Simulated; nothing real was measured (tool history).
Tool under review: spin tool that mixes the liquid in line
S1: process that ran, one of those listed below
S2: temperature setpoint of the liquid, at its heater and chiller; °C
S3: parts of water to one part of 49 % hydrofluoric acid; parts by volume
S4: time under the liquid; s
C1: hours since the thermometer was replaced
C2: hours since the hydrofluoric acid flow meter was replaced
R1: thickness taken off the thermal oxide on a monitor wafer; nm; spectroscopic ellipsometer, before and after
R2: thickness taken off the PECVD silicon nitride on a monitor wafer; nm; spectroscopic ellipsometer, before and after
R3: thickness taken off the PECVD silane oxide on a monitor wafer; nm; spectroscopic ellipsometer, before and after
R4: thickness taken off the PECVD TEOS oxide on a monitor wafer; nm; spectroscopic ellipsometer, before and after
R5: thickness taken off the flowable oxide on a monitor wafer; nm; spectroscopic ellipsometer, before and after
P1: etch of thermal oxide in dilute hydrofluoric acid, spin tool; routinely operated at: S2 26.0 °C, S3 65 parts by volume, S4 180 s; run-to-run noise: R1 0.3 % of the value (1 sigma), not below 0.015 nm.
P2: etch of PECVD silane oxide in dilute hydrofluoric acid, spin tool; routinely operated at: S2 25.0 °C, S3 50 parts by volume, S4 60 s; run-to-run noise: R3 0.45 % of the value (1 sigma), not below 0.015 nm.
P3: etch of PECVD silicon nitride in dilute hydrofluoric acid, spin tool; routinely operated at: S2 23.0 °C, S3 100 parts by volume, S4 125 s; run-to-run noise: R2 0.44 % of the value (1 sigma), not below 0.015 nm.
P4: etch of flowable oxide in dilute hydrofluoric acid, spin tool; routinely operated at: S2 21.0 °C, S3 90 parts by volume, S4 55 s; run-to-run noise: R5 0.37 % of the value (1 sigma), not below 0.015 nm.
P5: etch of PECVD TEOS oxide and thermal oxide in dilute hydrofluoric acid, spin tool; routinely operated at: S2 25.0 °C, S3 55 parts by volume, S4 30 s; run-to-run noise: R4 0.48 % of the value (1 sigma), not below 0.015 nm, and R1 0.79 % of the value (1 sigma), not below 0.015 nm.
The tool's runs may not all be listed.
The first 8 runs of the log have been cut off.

run	hour	S1	S2	S3	S4	C1	C2	R1	R2	R3	R4	R5
9	30.3	P1	26.0	65	180	438.8	1183.1	14.3730				
10	32.8	P5	25.0	55	15	441.3	1185.6	1.3810			5.4163	
11	37.1	P1	33.5	85	180	445.6	1189.9	14.2070				
12	40.1	P1	22.5	45	180	448.6	1192.9	18.4220				
13	43.2	P1	34.0	65	180	451.7	1196.0	19.5350				
14	45.4	P3	23.0	100	125	453.9	1198.2		4.6925			
15	47.4	P1	26.0	105	180	455.9	1200.2	8.4281				
16	51.9	P1	26.0	20	180	460.4	1204.7	49.5430				
17	54.4	P4	21.0	90	55	462.9	1207.2					11.2650
18	58.7	P4	17.0	90	55	467.2	1211.5					9.5167
19	61.5	P1	22.0	65	180	470.0	1214.3	12.0680				
20	65.0	P1	26.0	65	180	473.5	1217.8	14.3210				
21	68.8	P1	26.0	65	290	477.3	1221.6	23.0040				
22	73.4	P2	25.0	90	60	481.9	1226.2			10.8530		
23	75.6	P1	26.0	40	65	484.1	1228.4	8.7179				
24	79.6	P4	21.0	150	55	488.1	1232.4					6.3045
25	82.3	P2	25.0	50	15	490.8	1235.1			5.1065		
26	85.3	P2	25.0	50	60	493.8	1238.1			20.2300		
27	87.7	P1	26.0	65	15	496.2	1240.5	1.2203				
28	90.7	P4	21.0	90	55	499.2	1243.5					11.2460
29	94.5	P3	29.0	100	125	503.0	1247.3		6.9173			

What will run 30 give?
30	97.2	P5	31.0	55	30	505.7	1250.0	?			?	

For run 30 the tool returned R1 3.5342 nm, R4 13.9820 nm.
